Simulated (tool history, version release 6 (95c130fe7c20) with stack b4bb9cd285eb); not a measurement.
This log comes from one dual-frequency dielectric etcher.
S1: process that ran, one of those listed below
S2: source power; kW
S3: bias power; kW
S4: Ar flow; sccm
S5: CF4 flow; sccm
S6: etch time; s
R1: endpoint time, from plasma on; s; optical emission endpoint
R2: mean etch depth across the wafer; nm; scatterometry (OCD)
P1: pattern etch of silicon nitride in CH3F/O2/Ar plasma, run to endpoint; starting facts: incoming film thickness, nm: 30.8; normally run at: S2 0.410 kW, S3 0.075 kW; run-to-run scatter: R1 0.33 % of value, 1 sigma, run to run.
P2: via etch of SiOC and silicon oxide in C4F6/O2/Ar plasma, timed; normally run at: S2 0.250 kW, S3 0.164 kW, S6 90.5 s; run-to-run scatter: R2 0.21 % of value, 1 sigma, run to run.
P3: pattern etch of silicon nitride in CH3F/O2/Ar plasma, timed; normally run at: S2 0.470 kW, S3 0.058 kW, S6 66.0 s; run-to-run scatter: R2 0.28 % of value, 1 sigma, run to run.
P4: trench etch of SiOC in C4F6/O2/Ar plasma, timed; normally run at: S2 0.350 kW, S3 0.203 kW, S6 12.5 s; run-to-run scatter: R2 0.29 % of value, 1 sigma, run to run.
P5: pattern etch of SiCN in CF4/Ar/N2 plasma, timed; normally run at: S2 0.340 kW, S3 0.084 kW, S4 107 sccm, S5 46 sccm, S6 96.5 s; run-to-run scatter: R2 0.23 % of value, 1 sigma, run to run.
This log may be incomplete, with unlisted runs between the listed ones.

| run | hour | S1 | S2 | S3 | S4 | S5 | S6 | R1 | R2 |
|---|---|---|---|---|---|---|---|---|---|
| 1 | 12.8 | P1 | 0.410 | 0.075 |  |  |  | 42.641 |  |
| 2 | 21.6 | P1 | 0.410 | 0.075 |  |  |  | 42.495 |  |
| 3 | 30.3 | P5 | 0.340 | 0.084 | 67 | 46 | 96.5 |  | 68.666 |
| 4 | 38.5 | P3 | 0.470 | 0.058 |  |  | 36.5 |  | 25.538 |
| 5 | 48.8 | P5 | 0.340 | 0.084 | 107 | 46 | 96.5 |  | 64.300 |
| 6 | 56.3 | P1 | 0.290 | 0.075 |  |  |  | 48.751 |  |
| 7 | 64.5 | P1 | 0.520 | 0.097 |  |  |  | 35.550 |  |
| 8 | 73.3 | P1 | 0.410 | 0.075 |  |  |  | 42.463 |  |
| 9 | 81.8 | P1 | 0.410 | 0.075 |  |  |  | 42.772 |  |
| 10 | 93.1 | P3 | 0.470 | 0.073 |  |  | 66.0 |  | 49.776 |
| 11 | 105.6 | P4 | 0.350 | 0.203 |  |  | 12.5 |  | 25.338 |
| 12 | 112.2 | P1 | 0.550 | 0.075 |  |  |  | 38.314 |  |
|  | 122.4 | source power generator calibrated |
| 13 | 124.4 | P2 | 0.250 | 0.133 |  |  | 90.5 |  | 74.907 |
| 14 | 135.8 | P2 | 0.250 | 0.164 |  |  | 61.5 |  | 54.440 |
| 15 | 146.8 | P5 | 0.340 | 0.084 | 107 | 46 | 125.5 |  | 83.606 |
| 16 | 160.2 | P4 | 0.350 | 0.203 |  |  | 19.0 |  | 38.710 |
| 17 | 169.0 | P2 | 0.250 | 0.164 |  |  | 90.5 |  | 80.173 |
| 18 | 176.9 | P1 | 0.410 | 0.050 |  |  |  | 49.067 |  |
| 19 | 188.2 | P2 | 0.200 | 0.164 |  |  | 90.5 |  | 73.844 |
| 20 | 199.0 | P1 | 0.410 | 0.075 |  |  |  | 42.845 |  |
| 21 | 205.5 | P3 | 0.470 | 0.058 |  |  | 66.0 |  | 45.960 |
| 22 | 217.5 | P3 | 0.660 | 0.058 |  |  | 66.0 |  | 52.368 |
| 23 | 229.3 | P5 | 0.340 | 0.055 | 107 | 46 | 96.5 |  | 54.796 |
| 24 | 242.6 | P5 | 0.340 | 0.084 | 107 | 31 | 96.5 |  | 60.633 |
| 25 | 254.0 | P5 | 0.410 | 0.084 | 107 | 46 | 96.5 |  | 75.509 |
| 26 | 263.8 | P2 | 0.250 | 0.164 |  |  | 90.5 |  | 80.218 |
| 27 | 272.5 | P1 | 0.410 | 0.095 |  |  |  | 39.249 |  |
| 28 | 285.0 | P1 | 0.410 | 0.075 |  |  |  | 42.586 |  |
| 29 | 294.1 | P4 | 0.210 | 0.203 |  |  | 12.5 |  | 20.731 |
| 30 | 307.3 | P4 | 0.350 | 0.126 |  |  | 12.5 |  | 21.805 |
| 31 | 321.4 | P5 | 0.340 | 0.084 | 107 | 46 | 96.5 |  | 64.466 |
| 32 | 329.1 | P1 | 0.410 | 0.075 |  |  |  | 42.956 |  |
| 33 | 343.1 | P1 | 0.410 | 0.075 |  |  |  | 42.951 |  |
| 34 | 353.9 | P1 | 0.410 | 0.075 |  |  |  | 43.074 |  |
| 35 | 365.5 | P1 | 0.410 | 0.075 |  |  |  | 43.355 |  |
|  | 367.6 | wet clean of the chamber |
| 36 | 376.6 | P1 | 0.410 | 0.075 |  |  |  | 43.364 |  |
| 37 | 386.4 | P1 | 0.410 | 0.075 |  |  |  | 43.600 |  |
| 38 | 397.2 | P1 | 0.410 | 0.075 |  |  |  | 43.513 |  |
| 39 | 409.6 | P1 | 0.410 | 0.075 |  |  |  | 43.500 |  |
| 40 | 423.5 | P1 | 0.410 | 0.075 |  |  |  | 43.483 |  |
| 41 | 431.3 | P1 | 0.410 | 0.075 |  |  |  | 43.474 |  |

The output of P1 has drifted from where it used to be. Each of the 2 causes below, taken at the size shown beside it, accounts for the log equally well:
A: source power that arrives under what is set, % = 4.28
B: bias power that arrives under what is set, % = 4.71
The drift started at roughly hour 329.1.
Other possible causes, and why each is ruled out:
chamber walls in a state that lowers the etch rate, %: serviced at hour 367.6, which brought nothing back

Each of the 4 check runs below uses one wafer; its results are left as question marks. Which run tells the causes apart?
| check 1 | 439.1 | P5 | 0.410 | 0.056 | 107 | 46 | 96.5 |  | ? |
| check 2 | 439.1 | P3 | 0.600 | 0.058 |  |  | 66.0 |  | ? |
| check 3 | 439.1 | P4 | 0.210 | 0.151 |  |  | 12.5 |  | ? |
| check 4 | 439.1 | P2 | 0.250 | 0.138 |  |  | 73.5 |  | ? |

Outcome of each check run for each possible cause:
| check | result | if A | if B |
|---|---|---|---|
| check 1 | R2 | 62.536 | 63.861 |
| check 2 | R2 | 49.606 | 49.705 |
| check 3 | R2 | 18.518 | 18.548 |
| check 4 | R2 | 60.606 | 60.723 |
Separation of the two closest causes in each check, using whichever result separates them best: check 1 2.1 %; check 2 0.2 %; check 3 0.16 %; check 4 0.19 %
Check 1 is the one run that separates the causes; every other check would come out nearly the same whichever cause is at work.

Then check 1 was run and gave: R2 63.705 nm. Which cause is it?

It was cause B: bias power that arrives under what is set, %.

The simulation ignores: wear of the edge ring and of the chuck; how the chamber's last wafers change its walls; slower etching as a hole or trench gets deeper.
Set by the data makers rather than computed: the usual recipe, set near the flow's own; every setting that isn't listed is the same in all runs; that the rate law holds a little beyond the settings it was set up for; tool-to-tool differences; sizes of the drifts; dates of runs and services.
